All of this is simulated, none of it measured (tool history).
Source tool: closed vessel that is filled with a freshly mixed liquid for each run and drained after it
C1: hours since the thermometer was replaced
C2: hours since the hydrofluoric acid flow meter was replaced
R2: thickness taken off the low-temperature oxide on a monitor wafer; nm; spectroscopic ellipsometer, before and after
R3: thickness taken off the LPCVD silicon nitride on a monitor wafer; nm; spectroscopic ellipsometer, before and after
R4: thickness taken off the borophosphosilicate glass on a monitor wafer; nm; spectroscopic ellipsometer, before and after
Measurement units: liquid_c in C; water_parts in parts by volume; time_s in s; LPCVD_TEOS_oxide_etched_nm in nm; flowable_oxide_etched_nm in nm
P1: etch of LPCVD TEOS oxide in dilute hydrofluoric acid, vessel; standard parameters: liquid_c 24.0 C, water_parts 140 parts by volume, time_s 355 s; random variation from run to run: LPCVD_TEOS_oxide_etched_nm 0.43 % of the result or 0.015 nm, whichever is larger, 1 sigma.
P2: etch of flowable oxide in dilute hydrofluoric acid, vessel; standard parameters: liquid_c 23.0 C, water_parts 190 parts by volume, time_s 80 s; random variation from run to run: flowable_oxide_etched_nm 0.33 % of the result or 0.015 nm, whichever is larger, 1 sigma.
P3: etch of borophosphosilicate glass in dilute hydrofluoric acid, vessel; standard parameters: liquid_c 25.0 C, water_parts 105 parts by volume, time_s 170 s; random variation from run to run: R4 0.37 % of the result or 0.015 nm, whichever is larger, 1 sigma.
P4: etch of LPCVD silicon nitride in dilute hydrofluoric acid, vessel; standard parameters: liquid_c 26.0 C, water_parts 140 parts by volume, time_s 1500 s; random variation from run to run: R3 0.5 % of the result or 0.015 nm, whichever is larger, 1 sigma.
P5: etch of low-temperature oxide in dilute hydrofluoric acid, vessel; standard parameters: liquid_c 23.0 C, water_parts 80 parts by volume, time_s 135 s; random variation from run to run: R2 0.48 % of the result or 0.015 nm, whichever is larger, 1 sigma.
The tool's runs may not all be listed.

run 1 hour=9.6 | process=P1 liquid_c=24.0 water_parts=140 time_s=355 | C1=321.0 C2=1869.0 | LPCVD_TEOS_oxide_etched_nm=52.347
run 2 hour=17.3 | process=P5 liquid_c=23.0 water_parts=80 time_s=30 | C1=328.7 C2=1876.7 | R2=5.8931
run 3 hour=26.6 | process=P5 liquid_c=23.0 water_parts=40 time_s=135 | C1=338.0 C2=1886.0 | R2=55.6160
run 4 hour=33.6 | process=P1 liquid_c=24.0 water_parts=140 time_s=355 | C1=345.0 C2=1893.0 | LPCVD_TEOS_oxide_etched_nm=52.345
run 5 hour=44.2 | process=P5 liquid_c=23.0 water_parts=80 time_s=135 | C1=355.6 C2=1903.6 | R2=26.2470
run 6 hour=50.7 | process=P1 liquid_c=24.0 water_parts=140 time_s=180 | C1=362.1 C2=1910.1 | LPCVD_TEOS_oxide_etched_nm=26.341
run 7 hour=59.3 | process=P1 liquid_c=17.0 water_parts=140 time_s=560 | C1=370.7 C2=1918.7 | LPCVD_TEOS_oxide_etched_nm=62.258
run 8 hour=69.2 | process=P4 liquid_c=33.5 water_parts=140 time_s=1500 | C1=380.6 C2=1928.6 | R3=11.0130
run 9 hour=76.9 | process=P1 liquid_c=24.0 water_parts=220 time_s=355 | C1=388.3 C2=1936.3 | LPCVD_TEOS_oxide_etched_nm=30.285
run 10 hour=83.0 | process=P1 liquid_c=17.0 water_parts=140 time_s=500 | C1=394.4 C2=1942.4 | LPCVD_TEOS_oxide_etched_nm=55.636
run 11 hour=94.0 | process=P3 liquid_c=25.0 water_parts=105 time_s=170 | C1=405.4 C2=1953.4 | R4=44.178
run 12 hour=99.8 | process=P1 liquid_c=24.0 water_parts=140 time_s=600 | C1=411.2 C2=1959.2 | LPCVD_TEOS_oxide_etched_nm=88.196
run 13 hour=105.6 | process=P1 liquid_c=24.0 water_parts=140 time_s=355 | C1=417.0 C2=1965.0 | LPCVD_TEOS_oxide_etched_nm=52.336
run 14 hour=115.6 | process=P1 liquid_c=24.0 water_parts=140 time_s=355 | C1=427.0 C2=1975.0 | LPCVD_TEOS_oxide_etched_nm=51.891
run 15 hour=124.1 | process=P4 liquid_c=26.0 water_parts=230 time_s=1500 | C1=435.5 C2=1983.5 | R3=4.2307
run 16 hour=135.1 | process=P2 liquid_c=23.0 water_parts=190 time_s=145 | C1=446.5 C2=1994.5 | flowable_oxide_etched_nm=20.946
run 17 hour=140.9 | process=P5 liquid_c=29.5 water_parts=80 time_s=135 | C1=452.3 C2=2000.3 | R2=34.4670
run 18 hour=147.9 | process=P1 liquid_c=24.0 water_parts=90 time_s=355 | C1=459.3 C2=2007.3 | LPCVD_TEOS_oxide_etched_nm=85.642
run 19 hour=155.8 | process=P4 liquid_c=26.0 water_parts=140 time_s=1500 | C1=467.2 C2=2015.2 | R3=6.9774
run 20 hour=161.0 | process=P2 liquid_c=30.5 water_parts=190 time_s=80 | C1=472.4 C2=2020.4 | flowable_oxide_etched_nm=15.090
run 21 hour=171.8 | process=P3 liquid_c=30.0 water_parts=105 time_s=170 | C1=483.2 C2=2031.2 | R4=53.399
run 22 hour=182.1 | process=P2 liquid_c=23.0 water_parts=190 time_s=80 | C1=493.5 C2=2041.5 | flowable_oxide_etched_nm=11.506
run 23 hour=191.6 | process=P1 liquid_c=17.0 water_parts=210 time_s=355 | C1=503.0 C2=2051.0 | LPCVD_TEOS_oxide_etched_nm=24.616
run 24 hour=201.9 | process=P5 liquid_c=23.0 water_parts=80 time_s=135 | C1=513.3 C2=2061.3 | R2=26.3540
run 25 hour=208.7 | process=P1 liquid_c=24.0 water_parts=140 time_s=355 | C1=520.1 C2=2068.1 | LPCVD_TEOS_oxide_etched_nm=51.855
run 26 hour=216.0 | process=P1 liquid_c=17.5 water_parts=140 time_s=355 | C1=527.4 C2=2075.4 | LPCVD_TEOS_oxide_etched_nm=40.381
run 27 hour=227.4 | process=P2 liquid_c=23.0 water_parts=190 time_s=80 | C1=538.8 C2=2086.8 | flowable_oxide_etched_nm=11.523
run 28 hour=235.0 | process=P2 liquid_c=23.0 water_parts=100 time_s=80 | C1=546.4 C2=2094.4 | flowable_oxide_etched_nm=24.375
run 29 hour=241.4 | process=P3 liquid_c=25.0 water_parts=105 time_s=170 | C1=552.8 C2=2100.8 | R4=44.507
run 30 hour=251.0 | process=P4 liquid_c=26.0 water_parts=140 time_s=1500 | C1=562.4 C2=2110.4 | R3=6.9754
run 31 hour=259.5 | process=P3 liquid_c=25.0 water_parts=170 time_s=170 | C1=570.9 C2=2118.9 | R4=25.181
run 32 hour=265.8 | process=P4 liquid_c=26.0 water_parts=140 time_s=845 | C1=577.2 C2=2125.2 | R3=3.8848
run 33 hour=271.9 | process=P1 liquid_c=24.0 water_parts=140 time_s=355 | C1=583.3 C2=2131.3 | LPCVD_TEOS_oxide_etched_nm=52.380
run 34 hour=282.4 | process=P3 liquid_c=25.0 water_parts=105 time_s=335 | C1=593.8 C2=2141.8 | R4=87.285
run 35 hour=287.8 | process=P1 liquid_c=24.0 water_parts=140 time_s=355 | C1=599.2 C2=2147.2 | LPCVD_TEOS_oxide_etched_nm=52.431
run 36 hour=292.9 | process=P1 liquid_c=28.5 water_parts=140 time_s=355 | C1=604.3 C2=2152.3 | LPCVD_TEOS_oxide_etched_nm=61.568
run 37 hour=299.4 | process=P1 liquid_c=24.0 water_parts=140 time_s=355 | C1=610.8 C2=2158.8 | LPCVD_TEOS_oxide_etched_nm=52.402
run 38 hour=310.8 | process=P1 liquid_c=24.0 water_parts=140 time_s=355 | C1=622.2 C2=2170.2 | LPCVD_TEOS_oxide_etched_nm=53.114
run 39 hour=319.7 | process=P1 liquid_c=24.0 water_parts=140 time_s=355 | C1=631.1 C2=2179.1 | LPCVD_TEOS_oxide_etched_nm=54.427

Run 40 comes next. What will it give?
run 40 hour=327.6 | process=P1 liquid_c=24.0 water_parts=140 time_s=355 | C1=639.0 C2=2187.0 | LPCVD_TEOS_oxide_etched_nm=?

LPCVD_TEOS_oxide_etched_nm: 54.492 nm
